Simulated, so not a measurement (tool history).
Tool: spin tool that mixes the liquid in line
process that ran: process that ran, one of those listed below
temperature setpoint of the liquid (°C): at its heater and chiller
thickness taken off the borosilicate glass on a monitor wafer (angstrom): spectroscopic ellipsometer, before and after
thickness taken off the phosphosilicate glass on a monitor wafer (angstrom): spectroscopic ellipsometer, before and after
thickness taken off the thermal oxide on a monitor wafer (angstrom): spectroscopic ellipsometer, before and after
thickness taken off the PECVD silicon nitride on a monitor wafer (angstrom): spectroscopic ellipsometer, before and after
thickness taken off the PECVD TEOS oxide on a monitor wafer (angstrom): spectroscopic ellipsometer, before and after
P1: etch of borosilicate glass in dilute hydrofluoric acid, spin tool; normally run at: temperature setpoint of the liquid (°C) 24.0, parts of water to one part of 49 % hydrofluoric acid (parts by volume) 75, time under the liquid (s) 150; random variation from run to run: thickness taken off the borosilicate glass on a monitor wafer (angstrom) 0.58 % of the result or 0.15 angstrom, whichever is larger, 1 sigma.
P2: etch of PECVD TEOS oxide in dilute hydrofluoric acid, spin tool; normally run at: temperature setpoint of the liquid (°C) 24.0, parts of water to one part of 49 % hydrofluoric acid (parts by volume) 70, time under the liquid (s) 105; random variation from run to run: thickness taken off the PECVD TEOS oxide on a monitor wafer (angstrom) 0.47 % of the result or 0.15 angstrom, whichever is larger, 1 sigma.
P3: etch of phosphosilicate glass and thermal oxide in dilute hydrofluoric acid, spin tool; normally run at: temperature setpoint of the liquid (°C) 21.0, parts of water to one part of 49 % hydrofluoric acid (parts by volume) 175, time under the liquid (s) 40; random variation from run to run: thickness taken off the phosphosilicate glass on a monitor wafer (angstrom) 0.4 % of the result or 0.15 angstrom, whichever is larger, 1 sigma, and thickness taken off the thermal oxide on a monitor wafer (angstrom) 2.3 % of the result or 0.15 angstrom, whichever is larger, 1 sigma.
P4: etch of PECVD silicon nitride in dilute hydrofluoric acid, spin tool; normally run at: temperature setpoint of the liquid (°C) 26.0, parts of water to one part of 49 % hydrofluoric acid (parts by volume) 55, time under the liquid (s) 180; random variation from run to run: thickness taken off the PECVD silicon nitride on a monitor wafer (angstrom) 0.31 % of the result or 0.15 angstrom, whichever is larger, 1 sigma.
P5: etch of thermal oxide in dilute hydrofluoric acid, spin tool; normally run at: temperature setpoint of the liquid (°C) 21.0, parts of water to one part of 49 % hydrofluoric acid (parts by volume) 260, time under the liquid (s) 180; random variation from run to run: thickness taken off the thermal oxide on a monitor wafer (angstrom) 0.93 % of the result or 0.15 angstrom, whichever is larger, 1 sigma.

run	hour	process that ran	temperature setpoint of the liquid (°C)	parts of water to one part of 49 % hydrofluoric acid (parts by volume)	time under the liquid (s)	thickness taken off the borosilicate glass on a monitor wafer (angstrom)	thickness taken off the phosphosilicate glass on a monitor wafer (angstrom)	thickness taken off the thermal oxide on a monitor wafer (angstrom)	thickness taken off the PECVD silicon nitride on a monitor wafer (angstrom)	thickness taken off the PECVD TEOS oxide on a monitor wafer (angstrom)
1	4.2	P1	24.0	75	150	554.940				
2	7.6	P3	21.0	175	65		316.32	14.5970		
3	12.4	P4	26.0	55	180				218.82	
4	17.3	P1	24.0	75	290	1076.600				
5	20.1	P3	21.0	175	40		194.15	9.3565		
6	22.5	P1	17.0	75	150	417.380				
7	27.2	P1	24.0	75	55	203.610				
8	30.6	P1	24.0	75	150	557.280				
9	33.9	P2	24.0	120	105					102.45
10	37.4	P2	20.0	70	105					157.30
11	42.0	P1	24.0	75	150	556.520				
12	45.5	P5	21.0	260	50			7.3134		
13	49.0	P5	21.0	260	180			25.5090		
14	53.8	P3	24.5	175	40		222.36	10.7110		
15	57.1	P3	21.0	175	40		193.96	8.9135		
16	60.5	P1	24.0	75	150	561.560				
17	64.4	P1	24.0	75	150	558.070				
18	68.9	P4	33.5	55	180				352.82	
19	71.3	P1	24.0	75	150	555.200				
20	74.4	P4	26.0	55	180				218.08	
21	78.2	P4	26.0	30	180				393.12	
22	82.9	P1	24.0	125	150	313.780				
23	85.1	P3	21.0	70	40		544.80	24.4830		
24	88.2	P1	29.0	75	150	676.520				
25	90.9	P5	21.0	260	180			25.0360		
26	93.9	P1	17.5	75	35	99.049				
27	97.4	P1	24.0	75	150	563.460				
28	101.2	P4	26.0	55	295				357.96	
29	104.5	P2	24.0	70	170					297.08
30	109.3	P1	24.0	105	210	533.730				
31	113.2	P5	17.0	260	180			21.4250		
32	117.2	P1	24.0	20	150	2231.000				
33	119.9	P2	24.0	70	105					186.97
34	123.4	P5	21.0	95	180			82.7980		
35	126.3	P1	24.0	75	150	556.090				
36	128.6	P1	24.0	75	150	545.360				
37	131.6	P1	24.0	75	150	530.870				
38	134.6	P1	24.0	75	150	528.760				
39	139.4	P1	24.0	75	150	513.570				
40	143.2	P1	24.0	75	150	520.990				
41	146.2	P1	24.0	75	150	511.660				
42	149.5	P1	24.0	75	150	510.810				
43	152.1	P1	24.0	75	150	512.790				
44	155.4	P1	24.0	75	150	512.690				
45	158.3	P1	24.0	75	150	513.520				

What P1 gives has crept away from where it was. These 2 causes fit the log equally well, each at the size given:
A: hydrofluoric acid flow below the setpoint (%) = 7.42
B: liquid colder than its thermometer reads (K) = 2.09
The creep began at about hour 126.3.

4 check runs are offered, one wafer each, their results left as question marks. Which one tells the causes apart?
check 1	161.2	P3	21.0	115	40		?	?		
check 2	161.2	P5	21.0	120	180			?		
check 3	161.2	P2	24.0	95	105					?
check 4	161.2	P4	31.0	55	180				?	

What each check would give under each cause:
check	result	if A	if B
check 1	thickness taken off the phosphosilicate glass on a monitor wafer (angstrom)	288.90	289.57
check 1	thickness taken off the thermal oxide on a monitor wafer (angstrom)	13.5100	13.5420
check 2	thickness taken off the thermal oxide on a monitor wafer (angstrom)	57.6830	57.8520
check 3	thickness taken off the PECVD TEOS oxide on a monitor wafer (angstrom)	121.00	121.31
check 4	thickness taken off the PECVD silicon nitride on a monitor wafer (angstrom)	278.80	263.17
How far apart the two closest causes lie, in the result that separates them most: check 1 0.23 %; check 2 0.29 %; check 3 0.25 %; check 4 5.77 %
Check 4 tells the causes apart: in the others they would give nearly the same result.

Then check 4 was run and gave: thickness taken off the PECVD silicon nitride on a monitor wafer (angstrom) 280.22. Which cause is it?

It is A: hydrofluoric acid flow below the setpoint (%).

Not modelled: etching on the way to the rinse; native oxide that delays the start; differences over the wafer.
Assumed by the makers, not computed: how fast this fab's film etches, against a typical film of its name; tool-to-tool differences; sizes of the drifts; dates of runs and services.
